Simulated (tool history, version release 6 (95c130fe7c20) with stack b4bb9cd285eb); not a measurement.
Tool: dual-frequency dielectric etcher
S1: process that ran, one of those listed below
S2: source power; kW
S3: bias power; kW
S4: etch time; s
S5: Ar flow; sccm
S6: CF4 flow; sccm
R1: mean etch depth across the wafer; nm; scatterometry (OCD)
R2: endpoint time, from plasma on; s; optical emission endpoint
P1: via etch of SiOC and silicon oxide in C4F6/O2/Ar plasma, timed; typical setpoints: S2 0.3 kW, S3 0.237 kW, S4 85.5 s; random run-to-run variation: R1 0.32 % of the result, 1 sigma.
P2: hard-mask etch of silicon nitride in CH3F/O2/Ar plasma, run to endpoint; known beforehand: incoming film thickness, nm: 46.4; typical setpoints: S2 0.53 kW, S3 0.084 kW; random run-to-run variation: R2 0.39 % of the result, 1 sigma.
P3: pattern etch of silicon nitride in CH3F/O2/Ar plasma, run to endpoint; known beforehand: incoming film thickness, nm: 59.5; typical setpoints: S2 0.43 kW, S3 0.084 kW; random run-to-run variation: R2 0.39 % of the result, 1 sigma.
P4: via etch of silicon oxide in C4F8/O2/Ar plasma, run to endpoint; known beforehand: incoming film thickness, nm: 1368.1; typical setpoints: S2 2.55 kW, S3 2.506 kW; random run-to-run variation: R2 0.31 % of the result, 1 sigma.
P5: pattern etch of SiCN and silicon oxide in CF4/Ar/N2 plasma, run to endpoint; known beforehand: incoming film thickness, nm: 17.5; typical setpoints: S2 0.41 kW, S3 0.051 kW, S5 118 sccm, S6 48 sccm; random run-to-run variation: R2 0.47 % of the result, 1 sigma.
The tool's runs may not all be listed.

run   hour  S1    S2     S3     S4   S5  S6      R1      R2
  1      8  P1   0.3  0.237   85.5           94.426
  2   12.6  P4  1.59  2.506                          277.29
  3   18.7  P1   0.3  0.316   85.5           105.05
  4   27.7  P2  0.53  0.084                          58.669
  5   36.5  P1  0.41  0.237   85.5           106.35
  6   41.5  P1   0.3  0.162   85.5           83.796
  7   49.4  P1   0.3  0.237   85.5           94.744
  8   55.8  P3  0.43  0.114                          72.719
  9   60.3  P5  0.41  0.051          69  48          23.955
 10   64.7  P4  2.55  3.306                             211
 11   69.7  P5  0.52  0.051         118  48          21.256
 12   77.8  P1   0.3  0.237   85.5           94.692
 13   82.9  P3  0.43  0.084                          81.125
 14   90.6  P1   0.3  0.237    120           133.19
 15   95.1  P1   0.3  0.306  123.5            150.4
 16  101.6  P5  0.41  0.051         118  30          28.819
 17  105.8  P5  0.41  0.051         118  48          26.306
 18  110.3  P5  0.41  0.067         118  48          24.016
 19  117.6  P4  2.55  2.506                          228.73
 20  122.3  P3  0.26  0.084                          97.421
 21  131.4  P1   0.3  0.237     47            52.14
 22  139.5  P2  0.74  0.084                          51.606
 23  146.1  P3  0.43  0.084                          81.076
 24  151.2  P1  0.21  0.237   85.5           82.651
 25  155.4  P2  0.53  0.119                          51.319
 26  163.8  P1   0.3  0.237   85.5           94.742
 27  172.7  P1   0.3  0.237   85.5           95.195
 28    177  P1   0.3  0.237   85.5           94.932
 29  185.4  P4  2.55  2.506                          228.26
 30  193.4  P1   0.3  0.237   85.5            95.39
 31    199  P1   0.3  0.237   85.5           95.143
 32  207.4  P1   0.3  0.237   85.5           95.206
 33  215.5  P1   0.3  0.237   85.5           96.158
 34  223.5  P1   0.3  0.237   85.5           95.877
 35  227.8  P1   0.3  0.237   85.5           95.998
     229.3  -- wet clean of the chamber
 36  232.9  P1   0.3  0.237   85.5           96.158
 37  239.6  P1   0.3  0.237   85.5           96.214
 38    246  P1   0.3  0.237   85.5           96.342
 39  254.4  P1   0.3  0.237   85.5           96.875
 40  262.6  P1   0.3  0.237   85.5           96.344

The log shows P1 creeping away from where it was. Any of the 2 causes listed here, at the size stated for it, fits the log just as well as the others:
A: bias power that arrives over what is set, % = 4.84
B: source power that arrives over what is set, % = 4.42
The onset of the drift is placed at about hour 193.4.
Each remaining cause and why it is not a fit:
chamber walls in a state that raises the etch rate, %: was serviced at hour 229.3, once the creep was under way, yet the earlier output never came back

Which of the 4 check runs listed below, each an average over 3 wafers with its results shown as question marks, gives clearly different results under the different listed causes?
check 1  270.8  P3  0.29  0.084                   ?
check 2  270.8  P4  1.76  3.013                   ?
check 3  270.8  P5  0.41  0.059      72  48       ?
check 4  270.8  P2  0.62    0.1                   ?

Predicted outcomes, by check and by cause:
  check  result    if A    if B
check 1      R2  92.317  92.414
check 2      R2  246.13  245.65
check 3      R2  22.726  22.215
check 4      R2  51.007  51.041
How far apart the two closest causes lie, in the result that separates them most: check 1 0.11 %; check 2 0.19 %; check 3 2.27 %; check 4 0.07 %
Check 3 distinguishes between the causes, while the remaining checks would return nearly the same result for all of them.

Running check 3 produced the following: R2 22.827 s. Which one of the listed causes fits?

The correct cause is A, namely: bias power that arrives over what is set, %.
